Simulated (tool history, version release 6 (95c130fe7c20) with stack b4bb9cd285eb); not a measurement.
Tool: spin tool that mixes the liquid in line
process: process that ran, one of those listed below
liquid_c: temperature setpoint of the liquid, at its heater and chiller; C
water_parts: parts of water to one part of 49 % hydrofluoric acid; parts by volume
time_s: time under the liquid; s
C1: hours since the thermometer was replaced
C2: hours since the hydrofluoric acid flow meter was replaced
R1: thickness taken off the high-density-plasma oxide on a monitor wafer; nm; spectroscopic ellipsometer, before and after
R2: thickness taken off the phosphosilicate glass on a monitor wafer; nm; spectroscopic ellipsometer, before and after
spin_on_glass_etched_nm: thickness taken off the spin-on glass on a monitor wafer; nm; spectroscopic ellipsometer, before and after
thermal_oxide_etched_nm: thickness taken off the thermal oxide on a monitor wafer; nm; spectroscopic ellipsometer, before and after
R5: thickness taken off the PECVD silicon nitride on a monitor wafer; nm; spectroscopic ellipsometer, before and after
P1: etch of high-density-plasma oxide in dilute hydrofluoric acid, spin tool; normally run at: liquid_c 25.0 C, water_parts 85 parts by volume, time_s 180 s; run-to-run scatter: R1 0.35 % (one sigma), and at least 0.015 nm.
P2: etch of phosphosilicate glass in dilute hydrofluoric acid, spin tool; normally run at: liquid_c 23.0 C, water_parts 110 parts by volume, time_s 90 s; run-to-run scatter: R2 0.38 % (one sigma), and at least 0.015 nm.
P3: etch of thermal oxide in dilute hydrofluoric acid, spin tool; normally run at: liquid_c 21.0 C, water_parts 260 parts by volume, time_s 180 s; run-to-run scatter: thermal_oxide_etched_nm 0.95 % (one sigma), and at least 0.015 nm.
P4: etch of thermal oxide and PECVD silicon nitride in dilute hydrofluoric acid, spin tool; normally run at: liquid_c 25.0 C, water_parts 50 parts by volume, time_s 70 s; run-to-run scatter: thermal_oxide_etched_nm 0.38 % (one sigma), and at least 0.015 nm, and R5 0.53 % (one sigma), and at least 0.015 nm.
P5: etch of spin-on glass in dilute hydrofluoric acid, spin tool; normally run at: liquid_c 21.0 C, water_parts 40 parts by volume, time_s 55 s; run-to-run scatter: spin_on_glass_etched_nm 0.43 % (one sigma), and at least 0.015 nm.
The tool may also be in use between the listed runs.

run 1 hour=12.4 | process=P1 liquid_c=25.0 water_parts=85 time_s=180 | C1=1463.6 C2=220.2 | R1=11.8450
run 2 hour=21.6 | process=P2 liquid_c=23.0 water_parts=110 time_s=90 | C1=1472.8 C2=229.4 | R2=56.913
run 3 hour=30.3 | process=P5 liquid_c=21.0 water_parts=20 time_s=55 | C1=1481.5 C2=238.1 | spin_on_glass_etched_nm=92.370
run 4 hour=39.2 | process=P3 liquid_c=28.0 water_parts=260 time_s=180 | C1=1490.4 C2=247.0 | thermal_oxide_etched_nm=3.38210
run 5 hour=47.7 | process=P1 liquid_c=25.0 water_parts=85 time_s=70 | C1=1498.9 C2=255.5 | R1=4.6352
run 6 hour=59.5 | process=P4 liquid_c=25.0 water_parts=50 time_s=70 | C1=1510.7 C2=267.3 | thermal_oxide_etched_nm=7.20460 R5=8.0233
run 7 hour=66.3 | process=P1 liquid_c=25.0 water_parts=85 time_s=180 | C1=1517.5 C2=274.1 | R1=11.8910
run 8 hour=74.8 | process=P1 liquid_c=21.5 water_parts=85 time_s=180 | C1=1526.0 C2=282.6 | R1=10.3440
run 9 hour=82.9 | process=P1 liquid_c=25.0 water_parts=85 time_s=335 | C1=1534.1 C2=290.7 | R1=22.1750
run 10 hour=93.2 | process=P2 liquid_c=23.0 water_parts=110 time_s=90 | C1=1544.4 C2=301.0 | R2=56.475
run 11 hour=104.7 | process=P1 liquid_c=25.0 water_parts=45 time_s=285 | C1=1555.9 C2=312.5 | R1=37.4270
run 12 hour=112.7 | process=P1 liquid_c=31.0 water_parts=85 time_s=180 | C1=1563.9 C2=320.5 | R1=14.9150
run 13 hour=122.5 | process=P3 liquid_c=21.0 water_parts=260 time_s=180 | C1=1573.7 C2=330.3 | thermal_oxide_etched_nm=2.61670
run 14 hour=131.5 | process=P1 liquid_c=25.0 water_parts=85 time_s=180 | C1=1582.7 C2=339.3 | R1=11.8660
run 15 hour=141.5 | process=P3 liquid_c=21.0 water_parts=260 time_s=45 | C1=1592.7 C2=349.3 | thermal_oxide_etched_nm=0.67344
run 16 hour=153.7 | process=P5 liquid_c=21.0 water_parts=40 time_s=30 | C1=1604.9 C2=361.5 | spin_on_glass_etched_nm=24.610
run 17 hour=165.2 | process=P1 liquid_c=32.5 water_parts=120 time_s=180 | C1=1616.4 C2=373.0 | R1=10.5810
run 18 hour=173.6 | process=P5 liquid_c=17.0 water_parts=40 time_s=55 | C1=1624.8 C2=381.4 | spin_on_glass_etched_nm=37.737
run 19 hour=183.1 | process=P4 liquid_c=18.5 water_parts=50 time_s=70 | C1=1634.3 C2=390.9 | thermal_oxide_etched_nm=5.51460 R5=5.2060
run 20 hour=189.4 | process=P2 liquid_c=23.0 water_parts=110 time_s=20 | C1=1640.6 C2=397.2 | R2=12.570
run 21 hour=195.7 | process=P1 liquid_c=25.0 water_parts=25 time_s=180 | C1=1646.9 C2=403.5 | R1=43.9500
run 22 hour=202.2 | process=P5 liquid_c=21.0 water_parts=40 time_s=55 | C1=1653.4 C2=410.0 | spin_on_glass_etched_nm=45.210

Run 23 comes next. What will it give?
run 23 hour=210.7 | process=P1 liquid_c=25.0 water_parts=135 time_s=180 | C1=1661.9 C2=418.5 | R1=?

{"run 23": {"R1": 7.0677}}

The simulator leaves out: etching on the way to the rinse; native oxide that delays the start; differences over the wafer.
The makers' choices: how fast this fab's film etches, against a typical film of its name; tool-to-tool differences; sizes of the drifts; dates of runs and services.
